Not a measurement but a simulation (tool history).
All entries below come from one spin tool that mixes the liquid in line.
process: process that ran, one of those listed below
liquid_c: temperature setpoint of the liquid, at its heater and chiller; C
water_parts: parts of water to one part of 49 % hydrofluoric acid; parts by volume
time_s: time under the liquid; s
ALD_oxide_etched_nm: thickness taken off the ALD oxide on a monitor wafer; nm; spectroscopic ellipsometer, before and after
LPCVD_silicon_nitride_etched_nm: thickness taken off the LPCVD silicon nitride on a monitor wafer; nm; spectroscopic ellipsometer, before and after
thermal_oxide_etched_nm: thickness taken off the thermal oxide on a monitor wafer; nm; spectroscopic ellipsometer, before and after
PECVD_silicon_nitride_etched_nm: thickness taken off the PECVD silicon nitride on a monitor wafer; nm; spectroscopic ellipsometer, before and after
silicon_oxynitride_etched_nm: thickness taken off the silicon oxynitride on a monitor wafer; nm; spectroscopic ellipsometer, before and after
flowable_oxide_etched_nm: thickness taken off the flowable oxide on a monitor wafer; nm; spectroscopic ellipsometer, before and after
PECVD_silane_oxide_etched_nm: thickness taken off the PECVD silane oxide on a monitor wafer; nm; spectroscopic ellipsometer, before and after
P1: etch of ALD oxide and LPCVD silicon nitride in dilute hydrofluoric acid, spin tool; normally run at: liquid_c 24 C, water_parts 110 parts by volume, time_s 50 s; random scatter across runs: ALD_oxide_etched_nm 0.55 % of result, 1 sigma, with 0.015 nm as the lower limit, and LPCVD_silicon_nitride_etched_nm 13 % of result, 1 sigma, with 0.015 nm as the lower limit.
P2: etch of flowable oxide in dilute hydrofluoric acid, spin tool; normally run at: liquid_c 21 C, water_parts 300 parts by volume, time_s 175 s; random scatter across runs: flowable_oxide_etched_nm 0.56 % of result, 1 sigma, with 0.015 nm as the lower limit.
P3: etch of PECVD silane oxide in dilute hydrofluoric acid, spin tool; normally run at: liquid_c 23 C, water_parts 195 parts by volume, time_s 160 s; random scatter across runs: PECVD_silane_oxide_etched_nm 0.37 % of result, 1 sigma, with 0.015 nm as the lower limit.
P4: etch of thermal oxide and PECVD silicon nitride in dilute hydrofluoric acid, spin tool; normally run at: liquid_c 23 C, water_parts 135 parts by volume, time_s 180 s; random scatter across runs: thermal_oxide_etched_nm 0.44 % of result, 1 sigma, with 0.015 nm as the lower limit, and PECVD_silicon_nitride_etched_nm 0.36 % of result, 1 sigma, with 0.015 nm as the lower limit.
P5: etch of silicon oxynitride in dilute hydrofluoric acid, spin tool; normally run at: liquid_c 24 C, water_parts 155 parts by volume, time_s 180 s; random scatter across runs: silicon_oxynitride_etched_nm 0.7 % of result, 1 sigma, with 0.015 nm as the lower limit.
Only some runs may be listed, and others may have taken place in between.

run   hour  process  liquid_c  water_parts  time_s  ALD_oxide_etched_nm  LPCVD_silicon_nitride_etched_nm  thermal_oxide_etched_nm  PECVD_silicon_nitride_etched_nm  silicon_oxynitride_etched_nm  flowable_oxide_etched_nm  PECVD_silane_oxide_etched_nm
  1   12.3       P1        24          110      50               7.7959                          0.21655
  2   25.8       P4        23          135      80                                                                         2.6179                           3.0977
  3   36.2       P4        23          135     180                                                                         5.8569                             6.96
  4   43.9       P1        20          110      50                6.661                          0.16572
  5   53.1       P1        30          110      50               9.7962                          0.30718
  6   66.7       P5        24          155     310                                                                                                                                        6.7994
  7   76.3       P1        24          110      50                7.779                          0.19111
  8   83.4       P5        24           80     180                                                                                                                                        8.0856
  9   93.2       P5      28.5          155     180                                                                                                                                        4.8606
 10   99.8       P1        32          110      15                3.154                         0.092385
 11  106.8       P1        29          160      50               6.1521                          0.16278
 12    120       P1        24          110      50               7.7958                          0.17682
 13  129.6       P2        21          150     175                                                                                                                                                                  39.991
 14  136.1       P2        21          300      85                                                                                                                                                                  8.4584
 15  148.6       P1        24          110      80               12.447                          0.26387
 16  160.3       P1        24          160      50               5.0823                           0.1367
 17    169       P3        23          195     160                                                                                                                                                                                                10.811
 18  176.6       P3      17.5          195     160                                                                                                                                                                                                8.7144
 19    184       P4        23          215     180                                                                         3.3901                           4.3818
 20  191.9       P3        23          195      55                                                                                                                                                                                                3.7456
 21  201.9       P5        24          155     180                                                                                                                                        3.9383
 22  212.8       P1        30          195      50                4.933                          0.13943
 23  221.6       P5        24          155     180                                                                                                                                        3.9046
 24  229.1       P4      19.5          135     180                                                                         5.1532                            5.492
 25  241.1       P1        24          110      15               2.3833                         0.053099
 26  248.2       P3        23          100     160                                                                                                                                                                                                  23.5
 27  254.3       P1        24          110      50               7.7929                          0.20143
 28  265.3       P2        17          300     175                                                                                                                                                                  14.871
 29  274.1       P1        24           55      50               16.879                           0.4268
 30  287.4       P2        21          300     175                                                                                                                                                                  17.186
 31  296.7       P4        23          135     180                                                                         5.9091                           6.9365
 32    304       P2        21          300     175                                                                                                                                                                  17.246
 33  316.7       P1        24          110      50               7.8665                           0.1841
 34  329.1       P1        24          110      50               7.6738                          0.18445
 35  335.7       P1        24          110      50               7.5459                          0.15089
 36  342.9       P1        24          110      50               7.4993                          0.13127
 37  350.5       P1        24          110      50               7.3757                          0.18879
 38    362       P1        24          110      50               7.3819                           0.1956
 39  373.1       P1        24          110      50               7.2954                          0.15966
 40  381.2       P1        24          110      50               7.3347                          0.15849
 41  393.3       P1        24          110      50               7.2436                          0.15593

Run 42, settings as shown, results not yet in. Your forecast:
 42  401.2       P1        24          110      50                    ?                                ?

Run 42 measured ALD_oxide_etched_nm 7.2383 nm, LPCVD_silicon_nitride_etched_nm 0.18692 nm.
